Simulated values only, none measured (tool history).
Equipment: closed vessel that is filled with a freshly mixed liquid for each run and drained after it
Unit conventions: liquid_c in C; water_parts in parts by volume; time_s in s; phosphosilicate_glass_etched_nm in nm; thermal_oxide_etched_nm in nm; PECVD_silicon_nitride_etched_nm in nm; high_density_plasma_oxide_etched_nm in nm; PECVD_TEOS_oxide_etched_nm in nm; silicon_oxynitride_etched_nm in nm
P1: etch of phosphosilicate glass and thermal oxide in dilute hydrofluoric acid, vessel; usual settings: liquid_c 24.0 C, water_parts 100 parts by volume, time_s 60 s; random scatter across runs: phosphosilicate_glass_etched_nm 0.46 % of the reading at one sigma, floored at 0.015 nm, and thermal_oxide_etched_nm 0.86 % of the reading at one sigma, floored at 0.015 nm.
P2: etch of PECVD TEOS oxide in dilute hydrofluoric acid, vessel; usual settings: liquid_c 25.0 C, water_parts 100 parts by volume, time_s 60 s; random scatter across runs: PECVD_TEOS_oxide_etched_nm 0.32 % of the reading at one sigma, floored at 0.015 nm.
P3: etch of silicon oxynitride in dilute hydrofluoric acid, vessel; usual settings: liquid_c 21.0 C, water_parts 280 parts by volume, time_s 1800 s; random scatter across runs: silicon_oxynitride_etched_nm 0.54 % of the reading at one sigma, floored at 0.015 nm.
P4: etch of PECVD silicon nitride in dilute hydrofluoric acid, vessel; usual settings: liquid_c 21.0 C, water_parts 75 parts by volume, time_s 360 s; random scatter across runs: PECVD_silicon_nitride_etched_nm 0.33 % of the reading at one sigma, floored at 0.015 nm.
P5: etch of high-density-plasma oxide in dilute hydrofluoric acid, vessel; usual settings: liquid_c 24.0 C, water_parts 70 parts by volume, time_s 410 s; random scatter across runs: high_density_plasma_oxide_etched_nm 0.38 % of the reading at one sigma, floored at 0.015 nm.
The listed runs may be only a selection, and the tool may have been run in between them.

run   hour  process  liquid_c  water_parts  time_s  phosphosilicate_glass_etched_nm  thermal_oxide_etched_nm  PECVD_silicon_nitride_etched_nm  high_density_plasma_oxide_etched_nm  PECVD_TEOS_oxide_etched_nm  silicon_oxynitride_etched_nm
  1    8.0       P1      24.0          100      60                           64.614                   2.7471
  2   14.8       P1      24.0           60      60                          113.500                   4.7232
  3   24.0       P4      21.0           75     360                                                                                    12.5240
  4   31.1       P5      24.0           20     410                                                                                                                         138.400
  5   37.4       P1      19.0          155      60                           32.143                   1.3481
  6   43.8       P2      20.5          100      60                                                                                                                                                      14.359
      45.0  -- hydrofluoric acid flow meter replaced
  7   53.1       P4      17.0           75     360                                                                                     9.5131
  8   58.7       P4      21.0           75      30                                                                                     1.0473
  9   66.3       P1      24.0          100      60                           64.223                   2.6968
 10   74.3       P2      25.0          100      60                                                                                                                                                      17.203
 11   78.9       P2      25.0          100     115                                                                                                                                                      32.934
 12   88.4       P1      17.0          100      60                           48.780                   2.0057
 13   94.3       P1      24.0          100      60                           64.917                   2.7319
 14  100.8       P5      24.0           70     410                                                                                                                          36.639
 15  106.8       P3      21.0          280    1800                                                                                                                                                                                    24.187
 16  112.9       P3      21.0          280    1800                                                                                                                                                                                    24.122
 17  118.7       P2      25.0          150      60                                                                                                                                                      10.858
 18  126.5       P2      25.0          100      60                                                                                                                                                      17.259
 19  133.8       P1      24.0          100      60                           65.119                   2.7152
 20  140.3       P1      24.0          100      60                           63.985                   2.7259
 21  148.1       P1      24.0          100      60                           64.836                   2.7090
 22  157.6       P1      24.0          100      60                           63.982                   2.6804
 23  166.6       P1      24.0          100      30                           32.358                   1.3901
 24  171.6       P3      21.0          125    1800                                                                                                                                                                                    60.496
 25  178.2       P1      24.0          100      95                          102.840                   4.2693
 26  183.0       P5      24.0           70     410                                                                                                                          36.614
 27  190.1       P4      21.0           75     360                                                                                    12.5940
 28  198.1       P3      25.5          280    1800                                                                                                                                                                                    29.174
 29  206.1       P5      18.5           70     410                                                                                                                          29.339
 30  212.7       P1      24.0          180      60                           33.080                   1.3476
 31  222.4       P3      21.0          280    3500                                                                                                                                                                                    47.232
 32  230.6       P5      24.0           70     610                                                                                                                          54.578
 33  236.2       P1      30.5          100      60                           83.351                   3.4822
 34  243.1       P4      21.0           40     360                                                                                    23.0730
 35  248.3       P1      24.0          100      60                           65.000                   2.6928
 36  254.4       P1      24.0          100      60                           66.081                   2.7682
 37  259.5       P1      24.0          100      60                           67.447                   2.7752
 38  265.9       P1      24.0          100      60                           67.169                   2.8499
 39  271.0       P1      24.0          100      60                           68.425                   2.8414
 40  279.9       P1      24.0          100      60                           69.003                   2.8416
 41  285.9       P1      24.0          100      60                           68.802                   2.8983
 42  292.1       P1      24.0          100      60                           69.096                   2.8162
 43  301.5       P1      24.0          100      60                           69.378                   2.8492
 44  307.1       P1      24.0          100      60                           69.332                   2.9489
 45  313.2       P1      24.0          100      60                           69.455                   2.8962

Something has made what P1 gives creep away from where it was; the 2 causes below, each at its own stated size, fit the log equally well:
A: liquid hotter than its thermometer reads (K) = 1.81
B: hydrofluoric acid flow above the setpoint (%) = 6.54
The drift started at roughly hour 248.3.

Consider the 4 single-wafer check runs listed below, results given as question marks: which one distinguishes between the causes by giving clearly different results for each?
check 1  319.3       P3      21.0          280    1800                                                                                                                                                                                         ?
check 2  319.3       P5      24.0           70     410                                                                                                                               ?
check 3  319.3       P4      21.0           75     360                                                                                          ?
check 4  319.3       P2      25.0          100      60                                                                                                                                                           ?

What every check run would give for each of its results, assuming each possible cause in turn:
  check                               result     if A     if B
check 1         silicon_oxynitride_etched_nm   26.101   25.970
check 2  high_density_plasma_oxide_etched_nm   39.498   39.348
check 3      PECVD_silicon_nitride_etched_nm  14.1370  13.3040
check 4           PECVD_TEOS_oxide_etched_nm   18.509   18.521
Separation of the two closest causes in each check, using whichever result separates them best: check 1 0.5 %; check 2 0.38 %; check 3 6.07 %; check 4 0.07 %
Check 3 is the one run that separates the causes; every other check would come out nearly the same whichever cause is at work.

Here is what check 3 returned: PECVD_silicon_nitride_etched_nm 13.3000 nm. Which cause is it?

The correct cause is B, namely: hydrofluoric acid flow above the setpoint (%).
